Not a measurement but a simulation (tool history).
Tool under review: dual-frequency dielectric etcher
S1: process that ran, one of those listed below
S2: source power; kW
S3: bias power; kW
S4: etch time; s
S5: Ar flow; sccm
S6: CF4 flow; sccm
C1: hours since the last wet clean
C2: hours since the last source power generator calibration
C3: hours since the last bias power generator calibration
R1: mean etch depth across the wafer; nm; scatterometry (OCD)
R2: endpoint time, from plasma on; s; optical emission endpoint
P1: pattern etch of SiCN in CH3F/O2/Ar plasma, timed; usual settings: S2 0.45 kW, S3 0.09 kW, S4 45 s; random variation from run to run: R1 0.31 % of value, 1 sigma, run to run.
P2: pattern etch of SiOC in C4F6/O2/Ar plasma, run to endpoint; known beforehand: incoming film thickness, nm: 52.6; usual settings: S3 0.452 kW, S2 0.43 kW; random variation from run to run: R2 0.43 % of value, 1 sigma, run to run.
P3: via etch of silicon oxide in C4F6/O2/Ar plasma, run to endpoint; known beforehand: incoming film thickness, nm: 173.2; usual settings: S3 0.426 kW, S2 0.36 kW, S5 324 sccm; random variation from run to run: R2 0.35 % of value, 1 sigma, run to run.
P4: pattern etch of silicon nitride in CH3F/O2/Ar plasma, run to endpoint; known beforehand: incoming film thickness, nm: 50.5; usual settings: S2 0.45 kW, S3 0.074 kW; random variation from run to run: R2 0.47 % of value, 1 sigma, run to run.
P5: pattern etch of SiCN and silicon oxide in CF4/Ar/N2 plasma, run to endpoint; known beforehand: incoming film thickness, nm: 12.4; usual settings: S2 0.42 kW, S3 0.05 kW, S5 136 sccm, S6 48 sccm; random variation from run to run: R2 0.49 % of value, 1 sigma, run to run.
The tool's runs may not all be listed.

run     day  S1    S2     S3    S4   S5  S6     C1     C2      C3      R1      R2
  1   0.483  P1  0.45   0.09    45           243.8  415.2  2363.2   18.47
  2   0.758  P1  0.45   0.09    45           250.4  421.8  2369.8  18.278
  3   1.121  P4  0.45  0.074                 259.1  430.5  2378.5           69.72
  4   1.733  P3  0.36  0.426        324      273.8  445.2  2393.2           42.81
  5   2.029  P4  0.45  0.053                 280.9  452.3  2400.3          77.042
  6   2.629  P5  0.42   0.05        136  48  295.3  466.7  2414.7           19.19
  7   3.121  P5  0.42   0.05        187  48  307.1  478.5  2426.5          20.443
  8   3.633  P1  0.45   0.09    45           319.4  490.8  2438.8  18.354
  9   4.008  P2  0.43  0.286                 328.4  499.8  2447.8           21.28
 10   4.325  P1  0.36   0.09    45             336  507.4  2455.4  16.929
 11   4.638  P1  0.36  0.109    45           343.5  514.9  2462.9  18.153
 12   4.938  P4  0.28  0.074                 350.7  522.1  2470.1          82.883
 13     5.3  P1  0.45   0.06    45           359.4  530.8  2478.8  15.859
 14   5.808  P1  0.45   0.09  61.5           371.6    543    2491  24.966
 15   6.129  P1  0.62   0.09    45           379.3  550.7  2498.7  20.714
 16     6.5  P2  0.43  0.452                 388.2  559.6  2507.6          17.986
 17   6.879  P1  0.61  0.063    45           397.3  568.7  2516.7  18.175
 18   7.446  P1  0.57  0.069    45           410.9  582.3  2530.3  18.302
 19    7.95  P3  0.36  0.426        324        423  594.4  2542.4           42.55
 20   8.242  P3  0.36  0.556        324        430  601.4  2549.4          38.505
 21   8.646  P5  0.42   0.05        136  64  439.7  611.1  2559.1          18.175
 22     9.1  P3  0.22  0.426        324      450.6    622    2570          50.937
 23   9.679  P5  0.42   0.05        136  48  464.5  635.9  2583.9          19.198
 24  10.117  P5  0.42  0.069        136  48    475  646.4  2594.4          17.033
 25  10.446  P2   0.6  0.452                 482.9  654.3  2602.3          15.991
 26  10.933  P1  0.45   0.09    45           494.6    666    2614  18.374
 27  11.412  P1  0.45   0.09  34.5           506.1  677.5  2625.5  14.066
 28  11.812  P1  0.45  0.114    45           515.7  687.1  2635.1  20.028
 29  12.308  P5  0.58   0.05        136  48  527.6    699    2647          14.515
 30  12.738  P1  0.45   0.09    45           537.9  709.3  2657.3  18.341
 31   13.05  P3  0.36  0.426        442      545.4  716.8  2664.8          43.899
 32  13.617  P1  0.45   0.09    45             559  730.4  2678.4  18.315

Expected results for the next run?
 33  14.225  P1  0.45  0.09  45          573.6  745  2693   ?

R1: 18.17 nm
